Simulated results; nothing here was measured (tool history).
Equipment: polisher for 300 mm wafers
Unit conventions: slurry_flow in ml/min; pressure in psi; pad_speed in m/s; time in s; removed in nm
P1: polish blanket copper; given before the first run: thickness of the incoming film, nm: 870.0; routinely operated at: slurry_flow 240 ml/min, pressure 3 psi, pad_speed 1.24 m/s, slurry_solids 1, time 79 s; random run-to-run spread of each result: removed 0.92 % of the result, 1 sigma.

run	hour	slurry_flow	pressure	pad_speed	slurry_solids	time	removed
1	12.3	240	3	1.24	1	79	257.45
2	23.4	240	3	1.24	1.35	79	276.18
3	32.4	145	3	1.24	1	79	240.49
4	43.1	240	4.2	1.24	1	79	360.49
5	57.3	240	3	1.24	1	111	364.63
6	67.4	240	3.9	1.24	1.35	79	359.97
7	80.9	340	4.5	1.24	1	79	405.51
8	93.3	240	3	1.62	1	79	339.5
9	103.9	240	3	1.24	1	79	256.2
10	114.8	240	3	1.24	1	79	259.72
11	124.1	240	3	1.24	1	79	257.18
12	134.8	240	3	0.62	1	79	126.69
13	142.5	240	3	1.24	1	46	148.7
14	152.1	240	3	1.24	0.55	79	226.68
15	164.5	240	3	0.68	1	36	64.113
16	170.8	350	3	1.24	1	79	267.79
17	184.7	240	1.8	1.24	1	79	154.97
18	193.6	240	3	1.24	1	79	259.09
19	207.5	240	3	1.24	1	79	249.6
20	217.1	240	3	1.24	1	79	253.65
21	229.5	240	3	1.24	1	79	248.61
22	242.5	240	3	1.24	1	79	249.62
23	249.8	240	3	1.24	1	79	245
# hour 250.4: slurry blender recalibrated
24	261.5	240	3	1.24	1	79	245.1

Run 25 is up next; what results do you expect?
25	274.8	240	3	1.24	1	79	?

Run 25 measured removed 241.88 nm.

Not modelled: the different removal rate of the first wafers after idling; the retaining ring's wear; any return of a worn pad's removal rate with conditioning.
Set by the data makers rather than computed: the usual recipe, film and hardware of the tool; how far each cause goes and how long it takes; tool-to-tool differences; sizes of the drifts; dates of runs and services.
